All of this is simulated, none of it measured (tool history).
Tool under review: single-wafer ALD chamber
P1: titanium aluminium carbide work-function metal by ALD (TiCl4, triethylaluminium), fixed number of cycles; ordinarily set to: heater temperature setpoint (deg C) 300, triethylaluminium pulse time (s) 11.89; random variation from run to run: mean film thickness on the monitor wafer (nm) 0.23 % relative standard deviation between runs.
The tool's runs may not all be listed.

run   hour  heater temperature setpoint (deg C)  triethylaluminium pulse time (s)  hours since the last thermocouple change  hours since the last triethylaluminium bottle change  mean film thickness on the monitor wafer (nm)
  1    9.9                                  300                             11.89                                    1663.5                                                 534.6                                         1.9825
  2   18.9                                  300                             11.89                                    1672.5                                                 543.6                                         1.9741
      23.5  -- triethylaluminium bottle replaced
  3   32.1                                  315                             11.89                                    1685.7                                                   8.6                                         2.1113
  4   40.9                                  300                             11.89                                    1694.5                                                  17.4                                         1.9792
  5   56.1                                  300                             19.49                                    1709.7                                                  32.6                                         2.0121
  6   66.9                                  300                              4.14                                    1720.5                                                  43.4                                         1.5293
  7   81.4                                  311                              7.35                                    1735.0                                                  57.9                                         1.9377
      90.7  -- thermocouple changed; heater temperature recalibrated
  8   93.5                                  276                             11.89                                       2.9                                                  70.0                                         1.7664
  9  108.2                                  300                             11.89                                      17.6                                                  84.7                                         1.9803
 10  120.1                                  300                             11.89                                      29.5                                                  96.6                                         1.9775
 11  132.6                                  300                             11.89                                      42.0                                                 109.1                                         1.9730
 12  145.8                                  300                             11.89                                      55.2                                                 122.3                                         1.9764
 13  161.1                                  300                             11.89                                      70.5                                                 137.6                                         1.9512
 14  169.3                                  300                             11.89                                      78.7                                                 145.8                                         1.9467
 15  183.9                                  300                             11.89                                      93.3                                                 160.4                                         1.9363
 16  193.8                                  300                             11.89                                     103.2                                                 170.3                                         1.9415
 17  202.0                                  300                             11.89                                     111.4                                                 178.5                                         1.9303

Predict the results of run 18:
 18  209.2                                  300                             11.89                                     118.6                                                 185.7                                              ?

mean film thickness on the monitor wafer (nm): 1.9283

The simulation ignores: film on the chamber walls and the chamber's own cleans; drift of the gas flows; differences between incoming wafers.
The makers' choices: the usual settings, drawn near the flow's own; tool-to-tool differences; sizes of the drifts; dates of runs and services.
